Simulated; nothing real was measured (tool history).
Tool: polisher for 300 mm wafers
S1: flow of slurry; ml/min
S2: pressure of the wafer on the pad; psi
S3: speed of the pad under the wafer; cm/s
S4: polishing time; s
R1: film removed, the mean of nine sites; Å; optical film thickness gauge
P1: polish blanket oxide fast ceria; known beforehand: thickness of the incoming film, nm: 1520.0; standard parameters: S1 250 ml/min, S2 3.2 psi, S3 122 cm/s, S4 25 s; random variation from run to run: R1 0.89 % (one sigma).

{"run": 1, "day": 0.546, "S1": 250, "S2": 3.2, "S3": 122, "S4": 25, "R1": 5587.8}
{"run": 2, "day": 1.033, "S1": 250, "S2": 3.2, "S3": 70, "S4": 25, "R1": 3199.2}
{"run": 3, "day": 1.479, "S1": 250, "S2": 4.8, "S3": 122, "S4": 25, "R1": 8337.6}
{"run": 4, "day": 1.775, "S1": 250, "S2": 3.2, "S3": 122, "S4": 25, "R1": 5579.1}
{"day": 1.971, "done": "worn pad replaced by a new one"}
{"run": 5, "day": 2.117, "S1": 250, "S2": 3.2, "S3": 122, "S4": 25, "R1": 5606.5}
{"run": 6, "day": 2.633, "S1": 335, "S2": 3.2, "S3": 122, "S4": 25, "R1": 5626.6}
{"run": 7, "day": 3.079, "S1": 250, "S2": 1.5, "S3": 122, "S4": 33, "R1": 3489.5}
{"run": 8, "day": 3.45, "S1": 150, "S2": 1.8, "S3": 122, "S4": 25, "R1": 2908.2}
{"run": 9, "day": 3.829, "S1": 250, "S2": 2.1, "S3": 122, "S4": 25, "R1": 3676.9}
{"run": 10, "day": 4.346, "S1": 250, "S2": 3.2, "S3": 122, "S4": 25, "R1": 5545.4}
{"run": 11, "day": 4.838, "S1": 250, "S2": 3.2, "S3": 192, "S4": 25, "R1": 8743.9}
{"run": 12, "day": 5.262, "S1": 250, "S2": 3.2, "S3": 122, "S4": 25, "R1": 5547}
{"run": 13, "day": 5.821, "S1": 150, "S2": 3.2, "S3": 122, "S4": 25, "R1": 5137.2}
{"run": 14, "day": 6.162, "S1": 250, "S2": 3.2, "S3": 122, "S4": 25, "R1": 5564.9}
{"run": 15, "day": 6.65, "S1": 250, "S2": 3.2, "S3": 122, "S4": 36, "R1": 7920.5}
{"run": 16, "day": 6.958, "S1": 250, "S2": 3.2, "S3": 122, "S4": 11, "R1": 2431.6}

Run 17 is up next; what results do you expect?
{"run": 17, "day": 7.233, "S1": 250, "S2": 3.2, "S3": 122, "S4": 25, "R1": "?"}

R1: 5537.5 Å
